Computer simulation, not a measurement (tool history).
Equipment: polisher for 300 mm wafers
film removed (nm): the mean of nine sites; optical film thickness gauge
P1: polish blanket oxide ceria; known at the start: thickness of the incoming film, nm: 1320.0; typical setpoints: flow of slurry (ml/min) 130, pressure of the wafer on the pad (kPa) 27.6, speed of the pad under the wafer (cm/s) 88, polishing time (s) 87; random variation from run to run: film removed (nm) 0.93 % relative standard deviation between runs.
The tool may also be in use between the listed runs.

run     day  flow of slurry (ml/min)  pressure of the wafer on the pad (kPa)  speed of the pad under the wafer (cm/s)  polishing time (s)  film removed (nm)
  1   0.412                      130                                    27.6                                       88                  87             383.26
  2   0.992                      130                                    13.1                                       88                  87             182.84
  3   1.492                      205                                    27.6                                       88                  87             418.89
      1.512  -- head pressure recalibrated
  4   1.775                       80                                    27.6                                       88                  87             348.53
  5   2.254                      130                                    27.6                                      136                  87             592.07
  6   2.762                      130                                    27.6                                       88                  87             391.36
  7   3.175                      130                                    27.6                                       88                  87             384.74
  8   3.746                      130                                    27.6                                       88                 133             587.66
  9   4.325                      130                                    27.6                                       48                  87             210.36
 10   4.821                      130                                    27.6                                       88                  87             380.29
 11   5.183                      130                                    27.6                                       88                  87             385.41
 12   5.521                      130                                    43.4                                       88                  87             623.82
 13   6.033                      130                                    27.6                                       88                  87             388.85
 14   6.454                      130                                    27.6                                       88                  47             207.15
 15   6.829                      130                                    27.6                                       88                  87             385.02
 16   7.312                       80                                    13.1                                       88                  87             161.73
 17   7.783                      130                                    27.6                                       88                  87             384.53
 18   8.358                      130                                    27.6                                       88                  87             360.14
 19   8.642                      130                                    27.6                                       88                  87             359.13
 20   9.054                      130                                    27.6                                       88                  87             351.58
 21   9.617                      130                                    27.6                                       88                  87             350.32
      9.708  -- worn pad replaced by a new one
 22   9.917                      130                                    27.6                                       88                  87             343.17
 23  10.454                      130                                    27.6                                       88                  87             342.30

Something has made what P1 gives creep away from where it was; the 2 causes below, each at its own stated size, fit the log equally well:
A: slurry flow missing at the pad, % = 38.6
B: head's pressure below its setpoint, % = 11.3
Creep in the process output first set in at about day 7.783.
Each remaining cause and why it is not a fit:
removal rate lost through wear of the pad, %: was serviced at day 9.708, once the creep was under way, yet the earlier output never came back

Consider the 4 check runs below, whose results appear as question marks and each of which averages 3 wafers. Which one distinguishes the causes, in that each cause would give it a clearly different result?
check 1  10.992                      130                                    27.6                                      130                  87                  ?
check 2  10.992                      200                                    27.6                                       88                  87                  ?
check 3  10.992                      130                                    27.6                                       88                 126                  ?
check 4  10.992                      130                                    42.7                                       88                  87                  ?

What every check run would give for each of its results, assuming each possible cause in turn:
  check             result    if A    if B
check 1  film removed (nm)  506.82  506.95
check 2  film removed (nm)  382.46  368.00
check 3  film removed (nm)  496.87  497.00
check 4  film removed (nm)  531.77  531.91
Per-check spread between the two closest causes, in the result where they differ most: check 1 0.03 %; check 2 3.86 %; check 3 0.03 %; check 4 0.03 %
The causes can be told apart only by check 2. The other checks would give nearly the same results under each of them.

Check 2 was then run and gave: film removed (nm) 379.97. Which cause is it?

It was cause A: slurry flow missing at the pad, %.
